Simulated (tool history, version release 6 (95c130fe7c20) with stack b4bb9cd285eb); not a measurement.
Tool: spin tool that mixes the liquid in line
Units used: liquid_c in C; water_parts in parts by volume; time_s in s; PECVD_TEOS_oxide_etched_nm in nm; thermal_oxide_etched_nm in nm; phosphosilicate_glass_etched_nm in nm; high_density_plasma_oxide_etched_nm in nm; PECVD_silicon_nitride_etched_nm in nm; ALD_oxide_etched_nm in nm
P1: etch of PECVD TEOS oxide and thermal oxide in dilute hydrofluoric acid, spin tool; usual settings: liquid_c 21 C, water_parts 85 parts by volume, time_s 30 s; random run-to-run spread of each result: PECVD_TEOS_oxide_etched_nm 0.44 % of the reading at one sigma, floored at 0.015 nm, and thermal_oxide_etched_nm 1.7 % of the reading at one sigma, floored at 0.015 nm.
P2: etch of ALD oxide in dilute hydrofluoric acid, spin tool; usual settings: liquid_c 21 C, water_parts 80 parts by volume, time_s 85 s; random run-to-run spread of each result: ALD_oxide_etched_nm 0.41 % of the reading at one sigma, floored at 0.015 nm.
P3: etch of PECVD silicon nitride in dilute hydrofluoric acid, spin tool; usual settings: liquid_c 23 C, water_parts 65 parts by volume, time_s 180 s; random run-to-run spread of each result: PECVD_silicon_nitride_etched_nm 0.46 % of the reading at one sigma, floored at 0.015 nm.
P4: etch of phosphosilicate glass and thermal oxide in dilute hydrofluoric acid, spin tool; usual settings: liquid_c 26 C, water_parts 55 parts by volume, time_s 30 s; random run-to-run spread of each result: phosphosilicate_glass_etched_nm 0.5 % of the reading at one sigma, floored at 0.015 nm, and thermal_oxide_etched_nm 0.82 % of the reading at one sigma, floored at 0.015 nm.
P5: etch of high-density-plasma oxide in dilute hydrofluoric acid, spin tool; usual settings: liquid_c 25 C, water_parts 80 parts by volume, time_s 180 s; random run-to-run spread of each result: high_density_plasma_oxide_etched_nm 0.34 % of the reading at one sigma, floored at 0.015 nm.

| run | day | process | liquid_c | water_parts | time_s | PECVD_TEOS_oxide_etched_nm | thermal_oxide_etched_nm | phosphosilicate_glass_etched_nm | high_density_plasma_oxide_etched_nm | PECVD_silicon_nitride_etched_nm | ALD_oxide_etched_nm |
|---|---|---|---|---|---|---|---|---|---|---|---|
| 1 | 0.604 | P1 | 21 | 85 | 30 | 7.6716 | 1.6279 |  |  |  |  |
| 2 | 0.962 | P1 | 25.5 | 85 | 30 | 9.2079 | 1.9201 |  |  |  |  |
| 3 | 1.454 | P4 | 26 | 55 | 15 |  | 1.4541 | 52.096 |  |  |  |
| 4 | 1.783 | P1 | 17 | 85 | 30 | 6.4594 | 1.3689 |  |  |  |  |
| 5 | 2.3 | P1 | 21 | 130 | 30 | 4.7508 | 0.97216 |  |  |  |  |
| 6 | 2.646 | P5 | 21.5 | 80 | 180 |  |  |  | 21.716 |  |  |
| 7 | 3 | P5 | 25 | 80 | 180 |  |  |  | 24.953 |  |  |
| 8 | 3.583 | P3 | 29.5 | 65 | 180 |  |  |  |  | 8.8773 |  |
| 9 | 3.996 | P2 | 25 | 80 | 85 |  |  |  |  |  | 19.895 |
| 10 | 4.358 | P4 | 26 | 55 | 30 |  | 2.9863 | 103.94 |  |  |  |
| 11 | 4.779 | P3 | 23 | 65 | 180 |  |  |  |  | 5.7796 |  |
| 12 | 5.071 | P1 | 21 | 25 | 30 | 28.164 | 5.964 |  |  |  |  |
| 13 | 5.704 | P1 | 17 | 120 | 30 | 4.4491 | 0.90683 |  |  |  |  |
| 14 | 6.133 | P1 | 21 | 85 | 30 | 7.7325 | 1.6202 |  |  |  |  |
| 15 | 6.675 | P2 | 21 | 20 | 85 |  |  |  |  |  | 72.902 |
| 16 | 7.05 | P2 | 21 | 80 | 85 |  |  |  |  |  | 16.923 |
| 17 | 7.362 | P1 | 21 | 85 | 30 | 7.6588 | 1.5747 |  |  |  |  |
|  | 7.583 | thermometer replaced |
| 18 | 7.725 | P5 | 25 | 50 | 180 |  |  |  | 41.543 |  |  |
| 19 | 8.258 | P3 | 23 | 35 | 180 |  |  |  |  | 10.547 |  |
| 20 | 8.879 | P3 | 23 | 65 | 180 |  |  |  |  | 5.7302 |  |
| 21 | 9.296 | P1 | 21 | 85 | 30 | 7.6275 | 1.5405 |  |  |  |  |
| 22 | 9.7 | P1 | 21 | 85 | 50 | 12.837 | 2.6826 |  |  |  |  |
| 23 | 10.012 | P5 | 25 | 80 | 320 |  |  |  | 44.509 |  |  |
| 24 | 10.388 | P1 | 21 | 85 | 15 | 3.8234 | 0.77081 |  |  |  |  |
| 25 | 11.029 | P2 | 21 | 80 | 85 |  |  |  |  |  | 16.874 |
| 26 | 11.554 | P1 | 21 | 140 | 15 | 2.1918 | 0.46079 |  |  |  |  |
| 27 | 12.021 | P2 | 21 | 80 | 45 |  |  |  |  |  | 8.9917 |
| 28 | 12.304 | P4 | 26 | 95 | 30 |  | 1.6271 | 57.036 |  |  |  |
| 29 | 12.667 | P4 | 32.5 | 55 | 30 |  | 3.7877 | 134.24 |  |  |  |
| 30 | 13.317 | P1 | 21 | 85 | 30 | 7.7456 | 1.5808 |  |  |  |  |
| 31 | 13.804 | P3 | 23 | 65 | 270 |  |  |  |  | 8.6759 |  |
| 32 | 14.45 | P1 | 21 | 85 | 30 | 7.6797 | 1.5834 |  |  |  |  |
| 33 | 15.092 | P1 | 21 | 85 | 30 | 7.392 | 1.4937 |  |  |  |  |
| 34 | 15.646 | P1 | 21 | 85 | 30 | 7.1881 | 1.561 |  |  |  |  |
| 35 | 15.933 | P1 | 21 | 85 | 30 | 7.1621 | 1.4574 |  |  |  |  |
| 36 | 16.321 | P1 | 21 | 85 | 30 | 7.1262 | 1.4973 |  |  |  |  |
| 37 | 16.621 | P1 | 21 | 85 | 30 | 7.0804 | 1.4427 |  |  |  |  |
| 38 | 17.038 | P1 | 21 | 85 | 30 | 7.0811 | 1.5079 |  |  |  |  |
| 39 | 17.679 | P1 | 21 | 85 | 30 | 7.0519 | 1.5517 |  |  |  |  |
| 40 | 18.179 | P1 | 21 | 85 | 30 | 7.0159 | 1.4664 |  |  |  |  |
| 41 | 18.592 | P1 | 21 | 85 | 30 | 7.0735 | 1.4562 |  |  |  |  |

The output of P1 has drifted from where it used to be. Each of the 2 causes below, taken at the size shown beside it, accounts for the log equally well:
A: liquid colder than its thermometer reads (K) = 2.05
B: hydrofluoric acid flow below the setpoint (%) = 7.39
Creep in the process output first set in at about day 14.45.

4 check runs are offered, one wafer each, their results left as question marks. Which one tells the causes apart?
| check 1 | 19.004 | P5 | 25 | 80 | 180 |  |  |  | ? |  |  |
| check 2 | 19.004 | P4 | 26 | 55 | 30 |  | ? | ? |  |  |  |
| check 3 | 19.004 | P3 | 23 | 65 | 180 |  |  |  |  | ? |  |
| check 4 | 19.004 | P2 | 21 | 80 | 85 |  |  |  |  |  | ? |

What every check run would give for each of its results, assuming each possible cause in turn:
| check | result | if A | if B |
|---|---|---|---|
| check 1 | high_density_plasma_oxide_etched_nm | 23.016 | 22.958 |
| check 2 | thermal_oxide_etched_nm | 2.7331 | 2.7345 |
| check 2 | phosphosilicate_glass_etched_nm | 95.656 | 95.707 |
| check 3 | PECVD_silicon_nitride_etched_nm | 5.0132 | 5.3447 |
| check 4 | ALD_oxide_etched_nm | 15.567 | 15.584 |
Per check, the gap between the least separated pair of causes, taken in the result that splits them most: check 1 0.25 %; check 2 0.05 %; check 3 6.4 %; check 4 0.11 %
Only in check 3 would the causes give clearly different results; in the remaining checks their results would be nearly the same.

Check 3 was then run and gave: PECVD_silicon_nitride_etched_nm 5.0015 nm. Which cause is it?

The correct cause is A, namely: liquid colder than its thermometer reads (K).
